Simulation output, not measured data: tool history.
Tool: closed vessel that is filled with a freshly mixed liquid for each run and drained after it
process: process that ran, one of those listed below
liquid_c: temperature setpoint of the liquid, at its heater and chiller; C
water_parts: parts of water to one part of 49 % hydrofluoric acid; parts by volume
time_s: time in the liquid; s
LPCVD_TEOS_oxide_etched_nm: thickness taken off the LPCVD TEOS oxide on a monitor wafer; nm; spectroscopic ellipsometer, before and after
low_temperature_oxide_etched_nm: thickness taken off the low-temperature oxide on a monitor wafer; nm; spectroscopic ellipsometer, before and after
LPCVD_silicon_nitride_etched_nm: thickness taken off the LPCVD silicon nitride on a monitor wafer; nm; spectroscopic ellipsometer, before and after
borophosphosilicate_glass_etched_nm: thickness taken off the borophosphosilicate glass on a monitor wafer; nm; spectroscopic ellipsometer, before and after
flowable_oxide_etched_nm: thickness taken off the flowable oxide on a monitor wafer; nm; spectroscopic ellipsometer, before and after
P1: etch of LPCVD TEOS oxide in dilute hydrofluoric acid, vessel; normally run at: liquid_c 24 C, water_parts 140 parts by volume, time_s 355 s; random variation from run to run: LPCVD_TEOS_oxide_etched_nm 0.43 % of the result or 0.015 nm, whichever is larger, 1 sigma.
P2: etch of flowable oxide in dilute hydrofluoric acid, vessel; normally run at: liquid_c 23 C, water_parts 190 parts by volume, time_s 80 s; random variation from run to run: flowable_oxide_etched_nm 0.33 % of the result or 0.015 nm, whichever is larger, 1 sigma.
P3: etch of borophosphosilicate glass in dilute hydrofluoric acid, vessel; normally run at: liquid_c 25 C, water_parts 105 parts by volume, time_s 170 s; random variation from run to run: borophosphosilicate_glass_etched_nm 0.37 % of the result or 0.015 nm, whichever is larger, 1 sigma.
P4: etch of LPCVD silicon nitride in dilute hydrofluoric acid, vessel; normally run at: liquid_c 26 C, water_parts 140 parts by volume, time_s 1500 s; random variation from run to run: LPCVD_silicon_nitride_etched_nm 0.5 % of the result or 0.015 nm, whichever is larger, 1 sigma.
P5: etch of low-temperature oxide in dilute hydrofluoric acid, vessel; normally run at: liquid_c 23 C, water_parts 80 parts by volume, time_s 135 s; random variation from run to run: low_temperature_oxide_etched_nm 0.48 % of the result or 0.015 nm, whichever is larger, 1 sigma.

run   hour  process  liquid_c  water_parts  time_s  LPCVD_TEOS_oxide_etched_nm  low_temperature_oxide_etched_nm  LPCVD_silicon_nitride_etched_nm  borophosphosilicate_glass_etched_nm  flowable_oxide_etched_nm
  1    9.6       P1        24          140     355                      52.347
  2   17.3       P5        23           80      30                                                       5.8931
  3   26.6       P5        23           40     135                                                       55.616
  4   33.6       P1        24          140     355                      52.345
  5   44.2       P5        23           80     135                                                       26.247
  6   50.7       P1        24          140     180                      26.341
  7   59.3       P1        17          140     560                      62.258
  8   69.2       P4      33.5          140    1500                                                                                        11.013
  9   76.9       P1        24          220     355                      30.285
 10     83       P1        17          140     500                      55.636
 11     94       P3        25          105     170                                                                                                                             44.178
 12   99.8       P1        24          140     600                      88.196
 13  105.6       P1        24          140     355                      52.336
 14  115.6       P1        24          140     355                      51.891
 15  124.1       P4        26          230    1500                                                                                        4.2307
 16  135.1       P2        23          190     145                                                                                                                                                       20.946
 17  140.9       P5      29.5           80     135                                                       34.467
 18  147.9       P1        24           90     355                      85.642
 19  155.8       P4        26          140    1500                                                                                        6.9774
 20    161       P2      30.5          190      80                                                                                                                                                        15.09
 21  171.8       P3        30          105     170                                                                                                                             53.399
 22  182.1       P2        23          190      80                                                                                                                                                       11.506
 23  191.6       P1        17          210     355                      24.616
 24  201.9       P5        23           80     135                                                       26.354
 25  208.7       P1        24          140     355                      51.855
 26    216       P1      17.5          140     355                      40.381
 27  227.4       P2        23          190      80                                                                                                                                                       11.523
 28    235       P2        23          100      80                                                                                                                                                       24.375
 29  241.4       P3        25          105     170                                                                                                                             44.507
 30    251       P4        26          140    1500                                                                                        6.9754
 31  259.5       P3        25          170     170                                                                                                                             25.181
 32  265.8       P4        26          140     845                                                                                        3.8848
 33  271.9       P1        24          140     355                       52.38
 34  282.4       P3        25          105     335                                                                                                                             87.285
 35  287.8       P1        24          140     355                      52.431
 36  292.9       P1      28.5          140     355                      61.568
 37  299.4       P1        24          140     355                      52.402
 38  310.8       P1        24          140     355                      53.114
 39  319.7       P1        24          140     355                      54.427
 40  327.6       P1        24          140     355                      54.492
 41    339       P1        24          140     355                      54.946
 42  347.4       P1        24          140     355                      54.661
 43  355.6       P1        24          140     355                      55.035
 44  366.5       P1        24          140     355                      54.706
 45  376.6       P1        24          140     355                      54.938

What P1 gives has crept away from where it was. These 2 causes fit the log equally well, each at the size given:
A: liquid hotter than its thermometer reads (K) = 1.42
B: hydrofluoric acid flow above the setpoint (%) = 4.76
The creep began at about hour 299.4.

4 check runs are offered, one wafer each, their results left as question marks. Which one tells the causes apart?
check 1  386.7       P3        25          145     315                                                                                                                                  ?
check 2  386.7       P4        26          185    1500                                                                                             ?
check 3  386.7       P5        23           50      30                                                            ?
check 4  386.7       P2        30          190     135                                                                                                                                                            ?

What each check would give under each cause:
  check                               result    if A    if B
check 1  borophosphosilicate_glass_etched_nm    59.6  59.646
check 2      LPCVD_silicon_nitride_etched_nm  5.7316  5.4978
check 3      low_temperature_oxide_etched_nm    10.4  10.305
check 4             flowable_oxide_etched_nm  26.401  26.618
How far apart the two closest causes lie, in the result that separates them most: check 1 0.08 %; check 2 4.16 %; check 3 0.92 %; check 4 0.82 %
Only check 2 tells the causes apart: in the others they would give nearly the same result.

Check 2 was then run and gave: LPCVD_silicon_nitride_etched_nm 5.7447 nm. Which cause is it?

It is A: liquid hotter than its thermometer reads (K).
